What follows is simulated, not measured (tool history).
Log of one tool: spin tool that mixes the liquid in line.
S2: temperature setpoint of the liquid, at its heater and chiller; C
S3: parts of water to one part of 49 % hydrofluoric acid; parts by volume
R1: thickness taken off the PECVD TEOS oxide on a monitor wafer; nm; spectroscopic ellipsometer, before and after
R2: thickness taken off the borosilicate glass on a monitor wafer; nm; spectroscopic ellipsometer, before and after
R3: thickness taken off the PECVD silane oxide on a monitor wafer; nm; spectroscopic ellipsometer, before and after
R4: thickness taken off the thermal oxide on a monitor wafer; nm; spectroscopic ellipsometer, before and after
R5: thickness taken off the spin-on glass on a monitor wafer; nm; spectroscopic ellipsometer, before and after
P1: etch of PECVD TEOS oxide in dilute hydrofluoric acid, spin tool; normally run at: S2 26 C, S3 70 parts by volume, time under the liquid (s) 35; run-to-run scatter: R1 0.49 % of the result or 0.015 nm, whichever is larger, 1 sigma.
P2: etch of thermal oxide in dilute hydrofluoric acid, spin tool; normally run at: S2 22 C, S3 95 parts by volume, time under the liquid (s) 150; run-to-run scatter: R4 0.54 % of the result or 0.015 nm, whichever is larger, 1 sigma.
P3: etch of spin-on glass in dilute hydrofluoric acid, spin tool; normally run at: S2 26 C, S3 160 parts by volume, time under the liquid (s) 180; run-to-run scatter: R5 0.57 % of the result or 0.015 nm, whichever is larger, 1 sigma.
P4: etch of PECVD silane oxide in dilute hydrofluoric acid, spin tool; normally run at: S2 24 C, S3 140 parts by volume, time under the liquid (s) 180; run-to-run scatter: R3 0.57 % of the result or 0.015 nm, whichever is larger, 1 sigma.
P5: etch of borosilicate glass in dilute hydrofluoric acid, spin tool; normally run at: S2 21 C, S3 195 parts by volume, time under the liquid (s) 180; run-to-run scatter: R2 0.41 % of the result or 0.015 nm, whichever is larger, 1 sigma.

{"run": 1, "hour": 13.5, "process that ran": "P1", "S2": 26, "S3": 70, "time under the liquid (s)": 35, "R1": 5.2866}
{"run": 2, "hour": 27.2, "process that ran": "P1", "S2": 26, "S3": 70, "time under the liquid (s)": 35, "R1": 5.2935}
{"run": 3, "hour": 43.1, "process that ran": "P5", "S2": 21, "S3": 195, "time under the liquid (s)": 180, "R2": 20.85}
{"run": 4, "hour": 50.6, "process that ran": "P5", "S2": 21, "S3": 195, "time under the liquid (s)": 15, "R2": 1.7391}
{"run": 5, "hour": 64.4, "process that ran": "P4", "S2": 24, "S3": 140, "time under the liquid (s)": 330, "R3": 41.792}
{"run": 6, "hour": 78.3, "process that ran": "P1", "S2": 26, "S3": 70, "time under the liquid (s)": 35, "R1": 5.2921}
{"run": 7, "hour": 88.0, "process that ran": "P1", "S2": 26, "S3": 70, "time under the liquid (s)": 35, "R1": 5.2388}
{"run": 8, "hour": 100.4, "process that ran": "P1", "S2": 21, "S3": 125, "time under the liquid (s)": 35, "R1": 2.2838}
{"run": 9, "hour": 112.5, "process that ran": "P2", "S2": 17, "S3": 95, "time under the liquid (s)": 150, "R4": 5.8077}
{"run": 10, "hour": 125.4, "process that ran": "P1", "S2": 26, "S3": 125, "time under the liquid (s)": 35, "R1": 2.7485}
{"run": 11, "hour": 138.6, "process that ran": "P4", "S2": 24, "S3": 45, "time under the liquid (s)": 180, "R3": 79.42}
{"run": 12, "hour": 154.2, "process that ran": "P3", "S2": 34, "S3": 160, "time under the liquid (s)": 180, "R5": 61.017}
{"run": 13, "hour": 167.6, "process that ran": "P5", "S2": 28.5, "S3": 195, "time under the liquid (s)": 180, "R2": 27.554}
{"run": 14, "hour": 182.1, "process that ran": "P2", "S2": 22, "S3": 95, "time under the liquid (s)": 150, "R4": 7.0635}
{"run": 15, "hour": 196.7, "process that ran": "P5", "S2": 21, "S3": 35, "time under the liquid (s)": 180, "R2": 139.48}
{"run": 16, "hour": 209.8, "process that ran": "P1", "S2": 26, "S3": 70, "time under the liquid (s)": 35, "R1": 5.269}
{"run": 17, "hour": 224.7, "process that ran": "P1", "S2": 26, "S3": 70, "time under the liquid (s)": 15, "R1": 2.2482}
{"run": 18, "hour": 237.0, "process that ran": "P3", "S2": 26, "S3": 275, "time under the liquid (s)": 180, "R5": 23.441}
{"run": 19, "hour": 253.1, "process that ran": "P2", "S2": 22, "S3": 95, "time under the liquid (s)": 15, "R4": 0.68266}
{"run": 20, "hour": 267.7, "process that ran": "P1", "S2": 26, "S3": 70, "time under the liquid (s)": 55, "R1": 8.2234}
{"run": 21, "hour": 279.6, "process that ran": "P4", "S2": 28.5, "S3": 140, "time under the liquid (s)": 180, "R3": 27.273}
{"run": 22, "hour": 296.1, "process that ran": "P4", "S2": 24, "S3": 140, "time under the liquid (s)": 180, "R3": 22.858}
{"run": 23, "hour": 304.6, "process that ran": "P3", "S2": 26, "S3": 160, "time under the liquid (s)": 180, "R5": 45.754}
{"run": 24, "hour": 313.2, "process that ran": "P3", "S2": 26, "S3": 160, "time under the liquid (s)": 180, "R5": 45.736}
{"run": 25, "hour": 328.0, "process that ran": "P1", "S2": 22, "S3": 70, "time under the liquid (s)": 55, "R1": 7.0047}
{"run": 26, "hour": 341.3, "process that ran": "P1", "S2": 22, "S3": 70, "time under the liquid (s)": 35, "R1": 4.4418}
{"run": 27, "hour": 352.1, "process that ran": "P5", "S2": 21, "S3": 195, "time under the liquid (s)": 180, "R2": 20.823}
{"run": 28, "hour": 367.0, "process that ran": "P1", "S2": 26, "S3": 20, "time under the liquid (s)": 35, "R1": 19.817}
{"run": 29, "hour": 379.6, "process that ran": "P1", "S2": 32.5, "S3": 70, "time under the liquid (s)": 35, "R1": 6.77}
{"run": 30, "hour": 388.2, "process that ran": "P2", "S2": 22, "S3": 170, "time under the liquid (s)": 150, "R4": 3.6439}
{"run": 31, "hour": 403.0, "process that ran": "P3", "S2": 26, "S3": 160, "time under the liquid (s)": 75, "R5": 19.14}
{"run": 32, "hour": 411.1, "process that ran": "P1", "S2": 26, "S3": 70, "time under the liquid (s)": 35, "R1": 5.2459}
{"run": 33, "hour": 419.7, "process that ran": "P1", "S2": 26, "S3": 70, "time under the liquid (s)": 35, "R1": 5.4128}
{"run": 34, "hour": 433.5, "process that ran": "P1", "S2": 26, "S3": 70, "time under the liquid (s)": 35, "R1": 5.701}
{"run": 35, "hour": 441.7, "process that ran": "P1", "S2": 26, "S3": 70, "time under the liquid (s)": 35, "R1": 5.6593}
{"run": 36, "hour": 456.2, "process that ran": "P1", "S2": 26, "S3": 70, "time under the liquid (s)": 35, "R1": 5.7028}
{"run": 37, "hour": 466.7, "process that ran": "P1", "S2": 26, "S3": 70, "time under the liquid (s)": 35, "R1": 5.7665}
{"run": 38, "hour": 476.3, "process that ran": "P1", "S2": 26, "S3": 70, "time under the liquid (s)": 35, "R1": 5.7445}

What P1 gives has crept away from where it was. These 2 causes fit the log equally well, each at the size given:
A: hydrofluoric acid flow above the setpoint (%) = 8.3
B: liquid hotter than its thermometer reads (K) = 2.21
The creep began at about hour 411.1.

4 check runs are offered, each on 2 wafers whose results are averaged, their results left as question marks. Which one tells the causes apart?
{"run": "check 1", "hour": 485.9, "process that ran": "P2", "S2": 17, "S3": 95, "time under the liquid (s)": 150, "R4": "?"}
{"run": "check 2", "hour": 485.9, "process that ran": "P4", "S2": 24, "S3": 60, "time under the liquid (s)": 320, "R3": "?"}
{"run": "check 3", "hour": 485.9, "process that ran": "P3", "S2": 31, "S3": 250, "time under the liquid (s)": 180, "R5": "?"}
{"run": "check 4", "hour": 485.9, "process that ran": "P5", "S2": 21, "S3": 90, "time under the liquid (s)": 15, "R2": "?"}

What each check would give under each cause:
check=check_1 result=R4 if_A=6.2804 if_B=6.3132
check=check_2 result=R3 if_A=114 if_B=114.41
check=check_3 result=R5 if_A=34.806 if_B=33.749
check=check_4 result=R2 if_A=4.6064 if_B=4.615
How far apart the two closest causes lie, in the result that separates them most: check 1 0.52 %; check 2 0.36 %; check 3 3.08 %; check 4 0.19 %
Check 3 tells the causes apart: in the others they would give nearly the same result.

Check 3 was then run and gave: R5 33.751 nm. Which cause is it?

It is B: liquid hotter than its thermometer reads (K).
